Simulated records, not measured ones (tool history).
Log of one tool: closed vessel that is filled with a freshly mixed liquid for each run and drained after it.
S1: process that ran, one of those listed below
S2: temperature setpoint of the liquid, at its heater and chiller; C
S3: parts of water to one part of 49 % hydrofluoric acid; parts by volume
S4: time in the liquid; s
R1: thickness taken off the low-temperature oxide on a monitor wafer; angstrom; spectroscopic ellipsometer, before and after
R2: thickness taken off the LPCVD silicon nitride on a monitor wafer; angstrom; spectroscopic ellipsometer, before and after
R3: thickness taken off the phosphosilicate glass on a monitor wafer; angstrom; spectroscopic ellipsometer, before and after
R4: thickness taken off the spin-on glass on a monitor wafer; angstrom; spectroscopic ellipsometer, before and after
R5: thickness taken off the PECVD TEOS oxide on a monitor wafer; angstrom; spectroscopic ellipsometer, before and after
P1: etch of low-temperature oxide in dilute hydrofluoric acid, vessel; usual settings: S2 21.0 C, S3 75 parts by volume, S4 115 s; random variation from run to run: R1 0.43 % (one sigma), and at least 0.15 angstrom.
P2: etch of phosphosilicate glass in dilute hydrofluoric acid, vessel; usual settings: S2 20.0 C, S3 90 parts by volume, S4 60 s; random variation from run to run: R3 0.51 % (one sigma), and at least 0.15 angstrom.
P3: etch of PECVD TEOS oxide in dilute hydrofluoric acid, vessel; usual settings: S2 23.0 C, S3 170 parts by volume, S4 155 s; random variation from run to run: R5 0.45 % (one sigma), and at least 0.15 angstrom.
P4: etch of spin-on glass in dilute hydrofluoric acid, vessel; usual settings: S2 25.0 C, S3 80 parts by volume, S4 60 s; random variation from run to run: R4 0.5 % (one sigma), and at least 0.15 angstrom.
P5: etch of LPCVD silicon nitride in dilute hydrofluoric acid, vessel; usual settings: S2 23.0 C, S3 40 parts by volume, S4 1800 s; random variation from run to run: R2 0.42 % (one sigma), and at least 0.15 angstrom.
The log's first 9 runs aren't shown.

run,hour,S1,S2,S3,S4,R1,R2,R3,R4,R5
10,89.3,P3,23.0,290,155,,,,,71.568
11,99.4,P3,23.0,170,30,,,,,26.982
12,106.5,P1,21.0,30,55,523.64,,,,
13,116.5,P5,23.0,40,1800,,200.70,,,
14,123.1,P1,25.0,75,115,490.01,,,,
15,133.7,P2,20.0,90,60,,,584.48,,
16,146.5,P1,21.0,75,45,161.56,,,,
17,156.5,P2,17.0,90,60,,,514.99,,
18,166.6,P4,30.0,80,60,,,,457.55,
# hour 170.0: thermometer replaced
19,172.9,P1,21.0,75,115,414.97,,,,
20,182.5,P4,25.0,80,60,,,,376.16,
21,189.0,P3,23.0,170,155,,,,,138.360
22,198.7,P5,28.5,40,1800,,291.06,,,
23,208.2,P1,21.0,75,115,418.35,,,,
24,215.8,P1,21.0,125,115,234.79,,,,
25,229.0,P1,21.0,75,115,413.10,,,,
26,238.5,P2,20.0,150,60,,,328.79,,
27,251.4,P1,21.0,75,115,415.50,,,,
28,259.2,P5,23.0,40,2590,,292.11,,,
29,269.2,P3,30.5,170,155,,,,,181.260
30,282.3,P3,23.0,170,155,,,,,138.350
31,289.3,P4,25.0,30,60,,,,1080.20,
32,302.2,P1,21.0,75,115,415.65,,,,
33,308.1,P1,21.0,75,115,422.32,,,,
34,315.1,P1,21.0,75,115,426.99,,,,

The next listed run, before its measurement:
35,326.5,P1,21.0,75,115,?,,,,

Run 35 gave R1 436.37 angstrom.
